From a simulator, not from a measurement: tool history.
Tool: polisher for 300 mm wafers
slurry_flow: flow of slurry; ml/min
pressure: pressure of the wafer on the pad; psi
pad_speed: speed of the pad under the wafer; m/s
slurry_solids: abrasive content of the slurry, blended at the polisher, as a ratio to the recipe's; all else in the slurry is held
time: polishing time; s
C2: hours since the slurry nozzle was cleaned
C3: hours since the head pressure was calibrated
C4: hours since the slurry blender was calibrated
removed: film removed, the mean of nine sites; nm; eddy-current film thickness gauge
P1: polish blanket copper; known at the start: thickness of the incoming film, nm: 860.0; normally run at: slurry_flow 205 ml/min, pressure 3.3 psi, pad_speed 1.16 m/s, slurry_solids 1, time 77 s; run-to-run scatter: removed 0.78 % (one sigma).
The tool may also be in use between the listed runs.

Run 1, day 0.383: slurry_flow 205 ml/min, pressure 3.3 psi, pad_speed 1.16 m/s, slurry_solids 1, time 77 s; wafers polished on this pad 869; C2 488; C3 625; C4 107. Result: removed 350.63 nm.
Run 2, day 0.908: slurry_flow 205 ml/min, pressure 3.3 psi, pad_speed 1.62 m/s, slurry_solids 1, time 77 s; wafers polished on this pad 947; C2 500.6; C3 637.6; C4 119.6. Result: removed 491.53 nm.
Run 3, day 1.275: slurry_flow 205 ml/min, pressure 1.5 psi, pad_speed 1.16 m/s, slurry_solids 1, time 77 s; wafers polished on this pad 1002; C2 509.4; C3 646.4; C4 128.4. Result: removed 160.36 nm.
Run 4, day 1.7: slurry_flow 205 ml/min, pressure 3.3 psi, pad_speed 1.16 m/s, slurry_solids 1.4, time 77 s; wafers polished on this pad 1065; C2 519.6; C3 656.6; C4 138.6. Result: removed 379 nm.
Run 5, day 2.358: slurry_flow 205 ml/min, pressure 3.3 psi, pad_speed 1.16 m/s, slurry_solids 1, time 77 s; wafers polished on this pad 1163; C2 535.4; C3 672.4; C4 154.4. Result: removed 350.75 nm.
Run 6, day 2.833: slurry_flow 125 ml/min, pressure 3.3 psi, pad_speed 1.16 m/s, slurry_solids 1, time 77 s; wafers polished on this pad 1233; C2 546.8; C3 683.8; C4 165.8. Result: removed 322.2 nm.
Run 7, day 3.508: slurry_flow 205 ml/min, pressure 4.3 psi, pad_speed 1.16 m/s, slurry_solids 1, time 108 s; wafers polished on this pad 1333; C2 563; C3 700; C4 182. Result: removed 631.75 nm.
Run 8, day 4.188: slurry_flow 300 ml/min, pressure 3.3 psi, pad_speed 1.16 m/s, slurry_solids 1, time 77 s; wafers polished on this pad 1434; C2 579.3; C3 716.3; C4 198.3. Result: removed 359.08 nm.
Run 9, day 4.629: slurry_flow 205 ml/min, pressure 3.3 psi, pad_speed 1.16 m/s, slurry_solids 1, time 121 s; wafers polished on this pad 1500; C2 589.9; C3 726.9; C4 208.9. Result: removed 545.23 nm.
Run 10, day 5.362: slurry_flow 205 ml/min, pressure 3.3 psi, pad_speed 1.16 m/s, slurry_solids 1, time 39 s; wafers polished on this pad 1609; C2 607.5; C3 744.5; C4 226.5. Result: removed 176.56 nm.
Run 11, day 6.088: slurry_flow 205 ml/min, pressure 3.3 psi, pad_speed 1.16 m/s, slurry_solids 0.5, time 77 s; wafers polished on this pad 1716; C2 624.9; C3 761.9; C4 243.9. Result: removed 305.14 nm.
Run 12, day 6.588: slurry_flow 205 ml/min, pressure 3.3 psi, pad_speed 1.16 m/s, slurry_solids 1, time 77 s; wafers polished on this pad 1791; C2 636.9; C3 773.9; C4 255.9. Result: removed 350.3 nm.
Run 13, day 7.338: slurry_flow 205 ml/min, pressure 3.3 psi, pad_speed 1.16 m/s, slurry_solids 1, time 77 s; wafers polished on this pad 1902; C2 654.9; C3 791.9; C4 273.9. Result: removed 349.44 nm.
Run 14, day 7.983: slurry_flow 205 ml/min, pressure 3.3 psi, pad_speed 0.86 m/s, slurry_solids 1, time 77 s; wafers polished on this pad 1998; C2 670.4; C3 807.4; C4 289.4. Result: removed 255.52 nm.
At day 8.492: slurry blender recalibrated.
Run 15, day 8.575: slurry_flow 205 ml/min, pressure 5.2 psi, pad_speed 1.16 m/s, slurry_solids 1, time 77 s; wafers polished on this pad 2086; C2 684.6; C3 821.6; C4 2.1. Result: removed 550.71 nm.

Run 16 comes next. What will it give?
Run 16, day 9.183: slurry_flow 205 ml/min, pressure 3.3 psi, pad_speed 1.16 m/s, slurry_solids 1, time 77 s; wafers polished on this pad 2176; C2 699.2; C3 836.2; C4 16.7. Result: removed ?.

{"run 16": {"removed": 344.99}}

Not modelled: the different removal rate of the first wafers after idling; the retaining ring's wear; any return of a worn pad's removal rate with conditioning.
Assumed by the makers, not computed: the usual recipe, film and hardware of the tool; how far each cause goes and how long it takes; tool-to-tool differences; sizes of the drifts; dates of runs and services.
